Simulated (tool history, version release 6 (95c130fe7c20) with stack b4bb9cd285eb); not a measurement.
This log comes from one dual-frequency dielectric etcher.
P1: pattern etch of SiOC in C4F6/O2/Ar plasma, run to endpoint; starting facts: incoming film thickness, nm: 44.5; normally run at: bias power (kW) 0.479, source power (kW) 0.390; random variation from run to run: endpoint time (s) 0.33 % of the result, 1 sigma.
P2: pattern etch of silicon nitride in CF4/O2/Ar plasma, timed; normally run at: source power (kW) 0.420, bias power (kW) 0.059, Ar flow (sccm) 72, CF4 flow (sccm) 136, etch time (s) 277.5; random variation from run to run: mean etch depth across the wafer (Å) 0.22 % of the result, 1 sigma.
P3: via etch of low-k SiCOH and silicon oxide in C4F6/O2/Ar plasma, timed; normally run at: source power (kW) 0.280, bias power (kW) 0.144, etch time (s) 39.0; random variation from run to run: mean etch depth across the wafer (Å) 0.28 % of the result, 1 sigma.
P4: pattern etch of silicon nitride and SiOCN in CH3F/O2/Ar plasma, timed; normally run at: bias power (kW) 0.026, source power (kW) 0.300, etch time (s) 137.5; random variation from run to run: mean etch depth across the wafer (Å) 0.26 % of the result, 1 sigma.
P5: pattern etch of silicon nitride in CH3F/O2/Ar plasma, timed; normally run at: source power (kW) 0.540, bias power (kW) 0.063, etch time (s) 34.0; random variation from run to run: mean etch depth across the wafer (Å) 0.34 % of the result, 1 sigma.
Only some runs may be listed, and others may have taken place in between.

run	hour	process that ran	bias power (kW)	source power (kW)	etch time (s)	Ar flow (sccm)	CF4 flow (sccm)	endpoint time (s)	mean etch depth across the wafer (Å)
1	4.0	P1	0.479	0.390				15.653	
2	8.9	P5	0.063	0.540	46.0				340.33
3	15.2	P1	0.479	0.390				15.686	
4	19.3	P2	0.059	0.420	277.5	72	163		5296.20
5	23.8	P3	0.144	0.280	39.0				743.79
6	29.4	P1	0.479	0.390				15.621	
7	35.8	P2	0.059	0.420	277.5	48	136		5377.70
8	42.7	P2	0.059	0.420	214.5	72	136		4036.30
9	48.8	P2	0.059	0.420	277.5	72	136		5191.60
10	55.6	P1	0.611	0.390				14.314	
# hour 61.4: wet clean of the chamber
11	63.9	P1	0.479	0.310				17.090	
12	70.9	P1	0.479	0.390				15.598	
13	75.8	P1	0.363	0.390				17.426	
14	82.4	P4	0.026	0.410	137.5				197.23
15	86.2	P4	0.026	0.300	205.5				266.48
16	94.8	P1	0.592	0.500				13.243	
17	102.6	P1	0.479	0.390				15.688	
18	107.6	P2	0.059	0.350	277.5	72	136		4446.70
19	114.5	P2	0.059	0.420	277.5	72	136		5185.00
20	119.4	P5	0.063	0.360	34.0				215.43
21	127.8	P4	0.026	0.300	137.5				178.12
22	134.7	P4	0.031	0.300	137.5				194.12
23	140.6	P1	0.479	0.520				14.108	
24	144.6	P3	0.144	0.360	39.0				825.93
25	149.5	P1	0.399	0.310				18.362	
26	154.3	P5	0.043	0.540	34.0				224.77
27	162.4	P3	0.182	0.280	39.0				803.43
28	170.3	P2	0.037	0.420	277.5	72	136		4447.90
29	178.3	P1	0.608	0.280				16.188	
30	184.2	P5	0.063	0.540	34.0				251.63
31	188.9	P1	0.479	0.390				15.671	
32	197.3	P3	0.144	0.280	21.5				410.83
33	205.0	P1	0.479	0.390				15.667	
34	212.0	P1	0.479	0.390				15.671	
35	220.5	P1	0.479	0.390				15.801	
36	227.0	P1	0.479	0.390				15.886	
# hour 233.5: wet clean of the chamber
37	235.6	P1	0.479	0.390				15.936	
38	244.1	P1	0.479	0.390				15.951	
39	250.5	P1	0.479	0.390				15.832	

P1 no longer gives what it gave before; its output has crept away from where it was. The following 2 causes, each at its listed size, fit the log equally well:
A: bias power that arrives under what is set, % = 4.38
B: source power that arrives under what is set, % = 4.39
Onset of the creep was near hour 205.0.
The rest of the possible causes, and what rules out each one:
chamber walls in a state that lowers the etch rate, %: its service at hour 233.5 followed the start of the drift and did not put the process back to its old value

Consider the 4 single-wafer check runs listed below, results given as question marks: which one distinguishes between the causes by giving clearly different results for each?
check 1	256.9	P5	0.063	0.540	34.0				?
check 2	256.9	P4	0.026	0.300	137.5				?
check 3	256.9	P2	0.059	0.420	277.5	72	136		?
check 4	256.9	P3	0.144	0.280	39.0				?

What each check would give under each cause:
check	result	if A	if B
check 1	mean etch depth across the wafer (Å)	247.58	246.86
check 2	mean etch depth across the wafer (Å)	174.49	175.47
check 3	mean etch depth across the wafer (Å)	5119.10	5003.20
check 4	mean etch depth across the wafer (Å)	735.13	732.33
Per-check spread between the two closest causes, in the result where they differ most: check 1 0.29 %; check 2 0.56 %; check 3 2.29 %; check 4 0.38 %
The causes can be told apart only by check 3. The other checks would give nearly the same results under each of them.

Check 3 has now been run. It gave: mean etch depth across the wafer (Å) 5002.60. Which of the candidate causes is it?

The correct cause is B, namely: source power that arrives under what is set, %.
